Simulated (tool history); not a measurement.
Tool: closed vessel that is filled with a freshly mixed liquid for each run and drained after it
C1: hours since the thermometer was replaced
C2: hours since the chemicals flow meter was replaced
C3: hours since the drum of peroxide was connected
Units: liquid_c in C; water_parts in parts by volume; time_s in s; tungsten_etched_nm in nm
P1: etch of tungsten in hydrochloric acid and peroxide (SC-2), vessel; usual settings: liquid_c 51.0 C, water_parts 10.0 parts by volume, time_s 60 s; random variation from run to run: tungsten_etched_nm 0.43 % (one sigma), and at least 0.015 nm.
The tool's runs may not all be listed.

{"run": 1, "hour": 12.3, "liquid_c": 51.0, "water_parts": 10.0, "time_s": 60, "C1": 218.6, "C2": 296.2, "C3": 460.4, "tungsten_etched_nm": 8.9562}
{"run": 2, "hour": 21.8, "liquid_c": 51.0, "water_parts": 10.0, "time_s": 60, "C1": 228.1, "C2": 305.7, "C3": 469.9, "tungsten_etched_nm": 8.9896}
{"run": 3, "hour": 33.7, "liquid_c": 51.0, "water_parts": 10.0, "time_s": 60, "C1": 240.0, "C2": 317.6, "C3": 481.8, "tungsten_etched_nm": 8.9996}
{"hour": 45.1, "done": "new drum of peroxide connected"}
{"run": 4, "hour": 45.1, "liquid_c": 51.0, "water_parts": 10.0, "time_s": 60, "C1": 251.4, "C2": 329.0, "C3": 0.0, "tungsten_etched_nm": 8.9704}
{"run": 5, "hour": 55.3, "liquid_c": 51.0, "water_parts": 10.0, "time_s": 30, "C1": 261.6, "C2": 339.2, "C3": 10.2, "tungsten_etched_nm": 4.4856}
{"run": 6, "hour": 64.7, "liquid_c": 51.0, "water_parts": 10.0, "time_s": 60, "C1": 271.0, "C2": 348.6, "C3": 19.6, "tungsten_etched_nm": 8.9581}
{"hour": 67.3, "done": "chemicals flow meter replaced"}
{"run": 7, "hour": 72.8, "liquid_c": 51.0, "water_parts": 17.5, "time_s": 60, "C1": 279.1, "C2": 5.5, "C3": 27.7, "tungsten_etched_nm": 5.5238}
{"run": 8, "hour": 82.4, "liquid_c": 38.5, "water_parts": 10.0, "time_s": 35, "C1": 288.7, "C2": 15.1, "C3": 37.3, "tungsten_etched_nm": 2.2103}
{"run": 9, "hour": 94.7, "liquid_c": 51.0, "water_parts": 10.0, "time_s": 100, "C1": 301.0, "C2": 27.4, "C3": 49.6, "tungsten_etched_nm": 14.918}
{"run": 10, "hour": 101.8, "liquid_c": 37.5, "water_parts": 10.0, "time_s": 60, "C1": 308.1, "C2": 34.5, "C3": 56.7, "tungsten_etched_nm": 3.5558}
{"run": 11, "hour": 112.2, "liquid_c": 51.0, "water_parts": 4.0, "time_s": 60, "C1": 318.5, "C2": 44.9, "C3": 67.1, "tungsten_etched_nm": 17.996}
{"run": 12, "hour": 118.2, "liquid_c": 65.0, "water_parts": 10.0, "time_s": 60, "C1": 324.5, "C2": 50.9, "C3": 73.1, "tungsten_etched_nm": 21.746}

Run 13 comes next. What will it give?
{"run": 13, "hour": 130.6, "liquid_c": 51.0, "water_parts": 10.0, "time_s": 60, "C1": 336.9, "C2": 63.3, "C3": 85.5, "tungsten_etched_nm": "?"}

Run 13 gave tungsten_etched_nm 8.9475 nm.
